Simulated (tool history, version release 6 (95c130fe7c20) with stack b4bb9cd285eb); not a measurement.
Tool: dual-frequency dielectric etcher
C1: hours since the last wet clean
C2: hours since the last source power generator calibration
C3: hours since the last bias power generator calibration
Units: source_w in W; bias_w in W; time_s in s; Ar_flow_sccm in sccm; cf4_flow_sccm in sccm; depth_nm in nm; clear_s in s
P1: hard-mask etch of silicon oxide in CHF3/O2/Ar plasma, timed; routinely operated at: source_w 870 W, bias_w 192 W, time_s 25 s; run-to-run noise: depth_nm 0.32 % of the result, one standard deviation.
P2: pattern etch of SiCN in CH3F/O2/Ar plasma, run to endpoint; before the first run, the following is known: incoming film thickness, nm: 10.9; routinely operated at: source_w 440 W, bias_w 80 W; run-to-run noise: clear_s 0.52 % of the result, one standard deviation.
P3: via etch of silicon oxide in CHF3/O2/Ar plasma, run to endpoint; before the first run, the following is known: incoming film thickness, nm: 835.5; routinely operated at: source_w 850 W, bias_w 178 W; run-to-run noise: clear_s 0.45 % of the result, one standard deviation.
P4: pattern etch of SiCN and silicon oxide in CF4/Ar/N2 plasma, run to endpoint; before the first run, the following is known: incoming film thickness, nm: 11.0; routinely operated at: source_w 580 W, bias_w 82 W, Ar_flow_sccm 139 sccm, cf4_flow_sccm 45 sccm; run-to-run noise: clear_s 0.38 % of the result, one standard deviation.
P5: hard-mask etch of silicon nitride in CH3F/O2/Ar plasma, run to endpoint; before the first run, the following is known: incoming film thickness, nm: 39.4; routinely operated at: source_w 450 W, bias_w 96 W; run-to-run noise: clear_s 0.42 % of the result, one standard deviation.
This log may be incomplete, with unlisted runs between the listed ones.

run 1 hour=9.3 | process=P1 source_w=870 bias_w=192 time_s=25 | C1=422.3 C2=550.8 C3=1832.7 | depth_nm=58.109
run 2 hour=19.6 | process=P5 source_w=450 bias_w=56 | C1=432.6 C2=561.1 C3=1843 | clear_s=59.59
run 3 hour=30.1 | process=P4 source_w=580 bias_w=82 Ar_flow_sccm=139 cf4_flow_sccm=45 | C1=443.1 C2=571.6 C3=1853.5 | clear_s=11.392
run 4 hour=46.2 | process=P1 source_w=870 bias_w=192 time_s=18.5 | C1=459.2 C2=587.7 C3=1869.6 | depth_nm=42.774
run 5 hour=63.7 | process=P5 source_w=290 bias_w=96 | C1=476.7 C2=605.2 C3=1887.1 | clear_s=58.109
run 6 hour=76.1 | process=P1 source_w=670 bias_w=192 time_s=25 | C1=489.1 C2=617.6 C3=1899.5 | depth_nm=52.567
run 7 hour=93.6 | process=P5 source_w=450 bias_w=96 | C1=506.6 C2=635.1 C3=1917 | clear_s=49.648
run 8 hour=107.8 | process=P3 source_w=850 bias_w=178 | C1=520.8 C2=649.3 C3=1931.2 | clear_s=363.74
run 9 hour=121.1 | process=P1 source_w=1170 bias_w=192 time_s=16.5 | C1=534.1 C2=662.6 C3=1944.5 | depth_nm=43.213
run 10 hour=135.8 | process=P1 source_w=870 bias_w=124 time_s=25 | C1=548.8 C2=677.3 C3=1959.2 | depth_nm=50.711
run 11 hour=149.6 | process=P3 source_w=850 bias_w=146 | C1=562.6 C2=691.1 C3=1973 | clear_s=388.01
run 12 hour=168.1 | process=P5 source_w=450 bias_w=96 | C1=581.1 C2=709.6 C3=1991.5 | clear_s=49.6
run 13 hour=177.4 | process=P2 source_w=440 bias_w=111 | C1=590.4 C2=718.9 C3=2000.8 | clear_s=23.672
run 14 hour=194.4 | process=P1 source_w=1080 bias_w=192 time_s=25 | C1=607.4 C2=735.9 C3=2017.8 | depth_nm=62.961
run 15 hour=206.7 | process=P2 source_w=440 bias_w=80 | C1=619.7 C2=748.2 C3=2030.1 | clear_s=26.773
run 16 hour=217.2 | process=P1 source_w=870 bias_w=192 time_s=25 | C1=630.2 C2=758.7 C3=2040.6 | depth_nm=58.299
run 17 hour=229.2 | process=P4 source_w=580 bias_w=82 Ar_flow_sccm=85 cf4_flow_sccm=45 | C1=642.2 C2=770.7 C3=2052.6 | clear_s=10.523
run 18 hour=248.7 | process=P1 source_w=1220 bias_w=192 time_s=35.5 | C1=661.7 C2=790.2 C3=2072.1 | depth_nm=93.938
run 19 hour=257.4 | process=P3 source_w=1130 bias_w=178 | C1=670.4 C2=798.9 C3=2080.8 | clear_s=325.45
run 20 hour=275.9 | process=P4 source_w=580 bias_w=82 Ar_flow_sccm=139 cf4_flow_sccm=61 | C1=688.9 C2=817.4 C3=2099.3 | clear_s=10.863
run 21 hour=291.5 | process=P1 source_w=870 bias_w=192 time_s=25 | C1=704.5 C2=833 C3=2114.9 | depth_nm=57.774
run 22 hour=306.7 | process=P1 source_w=870 bias_w=192 time_s=25 | C1=719.7 C2=848.2 C3=2130.1 | depth_nm=58.062
run 23 hour=318.5 | process=P2 source_w=600 bias_w=80 | C1=731.5 C2=860 C3=2141.9 | clear_s=23.705
run 24 hour=336.2 | process=P1 source_w=870 bias_w=192 time_s=33 | C1=749.2 C2=877.7 C3=2159.6 | depth_nm=76.91
run 25 hour=352.8 | process=P4 source_w=370 bias_w=82 Ar_flow_sccm=139 cf4_flow_sccm=45 | C1=765.8 C2=894.3 C3=2176.2 | clear_s=16.686
run 26 hour=365.1 | process=P1 source_w=670 bias_w=192 time_s=31 | C1=778.1 C2=906.6 C3=2188.5 | depth_nm=65.497
run 27 hour=377 | process=P4 source_w=580 bias_w=51 Ar_flow_sccm=139 cf4_flow_sccm=45 | C1=790 C2=918.5 C3=2200.4 | clear_s=13.56
run 28 hour=387.9 | process=P1 source_w=870 bias_w=192 time_s=25 | C1=800.9 C2=929.4 C3=2211.3 | depth_nm=58.199
run 29 hour=400.8 | process=P1 source_w=870 bias_w=255 time_s=25 | C1=813.8 C2=942.3 C3=2224.2 | depth_nm=64.216
run 30 hour=411.3 | process=P4 source_w=580 bias_w=82 Ar_flow_sccm=139 cf4_flow_sccm=45 | C1=824.3 C2=952.8 C3=2234.7 | clear_s=11.456
run 31 hour=424.6 | process=P1 source_w=870 bias_w=192 time_s=25 | C1=837.6 C2=966.1 C3=2248 | depth_nm=57.986
run 32 hour=438.3 | process=P1 source_w=870 bias_w=192 time_s=25 | C1=851.3 C2=979.8 C3=2261.7 | depth_nm=58.566
run 33 hour=451.8 | process=P1 source_w=870 bias_w=192 time_s=25 | C1=864.8 C2=993.3 C3=2275.2 | depth_nm=59.048
run 34 hour=468.9 | process=P1 source_w=870 bias_w=192 time_s=25 | C1=881.9 C2=1010.4 C3=2292.3 | depth_nm=58.673
run 35 hour=478.7 | process=P1 source_w=870 bias_w=192 time_s=25 | C1=891.7 C2=1020.2 C3=2302.1 | depth_nm=59.075
run 36 hour=493.9 | process=P1 source_w=870 bias_w=192 time_s=25 | C1=906.9 C2=1035.4 C3=2317.3 | depth_nm=59.371
run 37 hour=509.9 | process=P1 source_w=870 bias_w=192 time_s=25 | C1=922.9 C2=1051.4 C3=2333.3 | depth_nm=59.479
-- hour=521.8 wet clean of the chamber
run 38 hour=528.6 | process=P1 source_w=870 bias_w=192 time_s=25 | C1=6.9 C2=1070.1 C3=2352 | depth_nm=59.073
run 39 hour=540.2 | process=P1 source_w=870 bias_w=192 time_s=25 | C1=18.5 C2=1081.7 C3=2363.6 | depth_nm=59.148
run 40 hour=552 | process=P1 source_w=870 bias_w=192 time_s=25 | C1=30.3 C2=1093.5 C3=2375.4 | depth_nm=59.165
run 41 hour=565.6 | process=P1 source_w=870 bias_w=192 time_s=25 | C1=43.9 C2=1107.1 C3=2389 | depth_nm=59.088
run 42 hour=576.4 | process=P1 source_w=870 bias_w=192 time_s=25 | C1=54.7 C2=1117.9 C3=2399.8 | depth_nm=59.146

The log shows P1 creeping away from where it was. Any of the 2 causes listed here, at the size stated for it, fits the log just as well as the others:
A: source power that arrives over what is set, % = 4.3
B: bias power that arrives over what is set, % = 4.97
The creep began at about hour 424.6.
All other causes, with the reason each is excluded:
chamber walls in a state that raises the etch rate, %: serviced after onset, at hour 521.8, with no recovery of the prior output

4 check runs are offered, each on 2 wafers whose results are averaged, their results left as question marks. Which one tells the causes apart?
run check 1 hour=587.2 | process=P2 source_w=600 bias_w=110 | clear_s=?
run check 2 hour=587.2 | process=P3 source_w=1090 bias_w=178 | clear_s=?
run check 3 hour=587.2 | process=P5 source_w=380 bias_w=58 | clear_s=?
run check 4 hour=587.2 | process=P4 source_w=580 bias_w=54 Ar_flow_sccm=116 cf4_flow_sccm=45 | clear_s=?

What every check run would give for each of its results, assuming each possible cause in turn:
check=check_1 result=clear_s if_A=20.89 if_B=20.835
check=check_2 result=clear_s if_A=325.88 if_B=326.1
check=check_3 result=clear_s if_A=61.735 if_B=61.75
check=check_4 result=clear_s if_A=12.342 if_B=12.595
Per-check spread between the two closest causes, in the result where they differ most: check 1 0.26 %; check 2 0.07 %; check 3 0.02 %; check 4 2.03 %
Of the check runs offered, only check 4 discriminates between the causes; the rest would read about the same regardless of which cause applies.

Check 4 was carried out, with these results: clear_s 12.625 s. Which of the listed causes is responsible?

Of the candidate causes, it is B: bias power that arrives over what is set, %.
